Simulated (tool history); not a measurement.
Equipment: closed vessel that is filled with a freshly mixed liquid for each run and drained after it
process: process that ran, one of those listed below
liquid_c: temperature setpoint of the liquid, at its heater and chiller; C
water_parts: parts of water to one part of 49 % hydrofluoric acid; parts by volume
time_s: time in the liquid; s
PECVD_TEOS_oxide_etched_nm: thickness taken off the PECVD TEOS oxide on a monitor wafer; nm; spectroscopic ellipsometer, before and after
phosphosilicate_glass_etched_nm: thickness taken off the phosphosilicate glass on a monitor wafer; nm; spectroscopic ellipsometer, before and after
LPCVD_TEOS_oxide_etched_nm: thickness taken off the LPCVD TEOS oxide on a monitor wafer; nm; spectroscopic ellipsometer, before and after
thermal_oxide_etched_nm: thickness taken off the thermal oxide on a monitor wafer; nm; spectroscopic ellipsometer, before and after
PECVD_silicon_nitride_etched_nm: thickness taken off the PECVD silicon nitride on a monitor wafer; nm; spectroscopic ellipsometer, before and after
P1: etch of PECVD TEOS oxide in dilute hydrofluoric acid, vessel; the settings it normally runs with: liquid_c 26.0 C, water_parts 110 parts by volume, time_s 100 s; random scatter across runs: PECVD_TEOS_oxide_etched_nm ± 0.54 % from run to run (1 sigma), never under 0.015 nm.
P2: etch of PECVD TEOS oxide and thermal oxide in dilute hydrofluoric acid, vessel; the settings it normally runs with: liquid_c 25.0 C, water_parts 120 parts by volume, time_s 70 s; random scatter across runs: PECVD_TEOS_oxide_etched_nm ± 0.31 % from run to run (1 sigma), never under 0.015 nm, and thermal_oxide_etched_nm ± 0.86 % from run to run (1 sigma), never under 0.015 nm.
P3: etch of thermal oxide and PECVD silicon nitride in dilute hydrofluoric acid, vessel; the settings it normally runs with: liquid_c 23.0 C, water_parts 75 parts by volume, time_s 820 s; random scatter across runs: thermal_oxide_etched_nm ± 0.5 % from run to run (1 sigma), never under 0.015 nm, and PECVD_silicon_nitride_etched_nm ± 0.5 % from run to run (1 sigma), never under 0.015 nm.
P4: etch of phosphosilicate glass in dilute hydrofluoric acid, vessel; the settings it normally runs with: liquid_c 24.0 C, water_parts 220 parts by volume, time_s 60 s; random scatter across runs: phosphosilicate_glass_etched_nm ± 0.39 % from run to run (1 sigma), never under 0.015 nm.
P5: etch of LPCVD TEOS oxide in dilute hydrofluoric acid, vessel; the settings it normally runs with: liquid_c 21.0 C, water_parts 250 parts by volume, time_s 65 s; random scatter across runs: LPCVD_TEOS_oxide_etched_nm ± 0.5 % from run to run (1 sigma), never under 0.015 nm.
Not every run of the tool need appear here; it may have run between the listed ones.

run,hour,process,liquid_c,water_parts,time_s,PECVD_TEOS_oxide_etched_nm,phosphosilicate_glass_etched_nm,LPCVD_TEOS_oxide_etched_nm,thermal_oxide_etched_nm,PECVD_silicon_nitride_etched_nm
1,6.5,P1,26.0,110,100,14.7460,,,,
2,14.4,P1,32.5,110,100,18.7440,,,,
3,21.6,P1,26.0,180,100,8.2299,,,,
4,30.2,P1,26.0,110,100,14.6050,,,,
5,39.8,P4,24.0,220,60,,35.059,,,
6,52.4,P5,17.0,250,65,,,3.7799,,
7,59.4,P2,25.0,120,70,6.9286,,,2.7651,
8,65.6,P5,21.0,455,65,,,1.9833,,
9,77.7,P4,24.0,220,60,,34.941,,,
10,86.1,P1,26.0,110,100,14.7630,,,,
11,97.2,P1,26.0,110,45,6.5553,,,,
12,107.2,P5,21.0,250,65,,,4.4162,,
13,117.4,P1,19.0,110,100,11.0940,,,,
14,130.6,P3,23.0,75,30,,,,1.8277,1.7565
15,141.7,P4,24.0,220,105,,61.337,,,
16,154.0,P1,26.0,150,35,3.5818,,,,
17,167.1,P3,23.0,75,820,,,,49.3810,48.2140
18,177.0,P1,26.0,110,100,14.6840,,,,
19,184.5,P2,33.0,120,70,9.3258,,,3.7700,
20,196.0,P4,24.0,125,60,,68.229,,,
21,202.0,P2,25.0,210,70,3.5828,,,1.3987,
22,212.1,P1,26.0,110,100,14.5460,,,,
23,224.5,P5,21.0,250,30,,,2.0718,,
# hour 225.9: hydrofluoric acid flow meter replaced
24,231.5,P1,26.0,110,100,14.6880,,,,
25,244.2,P3,23.0,105,820,,,,34.1340,34.7710
26,256.9,P1,26.0,25,100,72.7840,,,,
27,269.3,P4,17.0,220,60,,26.987,,,
28,275.1,P3,30.0,75,820,,,,65.6840,76.2380
29,286.9,P1,26.0,110,160,23.6110,,,,
30,296.4,P2,25.0,120,30,2.9686,,,1.1750,
31,308.7,P1,26.0,110,100,14.6790,,,,
32,319.4,P1,26.0,110,100,15.0480,,,,
33,331.0,P1,26.0,110,100,15.3890,,,,
34,338.5,P1,26.0,110,100,15.2940,,,,
35,351.9,P1,26.0,110,100,15.4910,,,,
36,358.8,P1,26.0,110,100,15.3360,,,,
37,366.0,P1,26.0,110,100,15.6090,,,,
38,373.0,P1,26.0,110,100,15.5020,,,,
39,383.9,P1,26.0,110,100,15.5990,,,,
40,394.1,P1,26.0,110,100,15.6320,,,,
41,406.4,P1,26.0,110,100,15.7360,,,,

What P1 gives has crept off from where it sat before. The 2 causes that follow fit the log equally well, each at the size noted:
A: liquid hotter than its thermometer reads (K) = 1.69
B: hydrofluoric acid flow above the setpoint (%) = 5.86
Creep in the process output first set in at about hour 308.7.

4 check runs are offered, one wafer each, their results left as question marks. Which one tells the causes apart?
check 1,418.7,P3,28.0,100,820,,,,?,?
check 2,418.7,P5,17.0,250,35,,,?,,
check 3,418.7,P4,17.0,220,105,,?,,,
check 4,418.7,P2,25.0,205,70,?,,,?,

Expected result of each check under each candidate cause:
check,result,if A,if B
check 1,thermal_oxide_etched_nm,46.8700,46.8920
check 1,PECVD_silicon_nitride_etched_nm,55.9380,53.2030
check 2,LPCVD_TEOS_oxide_etched_nm,2.1659,2.1748
check 3,phosphosilicate_glass_etched_nm,50.306,50.401
check 4,PECVD_TEOS_oxide_etched_nm,3.9092,3.9424
check 4,thermal_oxide_etched_nm,1.5638,1.5771
Minimum pairwise separation of causes per check, each pair taken at its best-separating result: check 1 5.01 %; check 2 0.41 %; check 3 0.19 %; check 4 0.85 %
The other checks would show nearly matching results whichever cause is true, so check 1 is the only one that separates the causes.

With check 1 done, the readings were: thermal_oxide_etched_nm 46.7830 nm; PECVD_silicon_nitride_etched_nm 56.3620 nm. Identify which of the listed causes applies.

The correct cause is A, namely: liquid hotter than its thermometer reads (K).
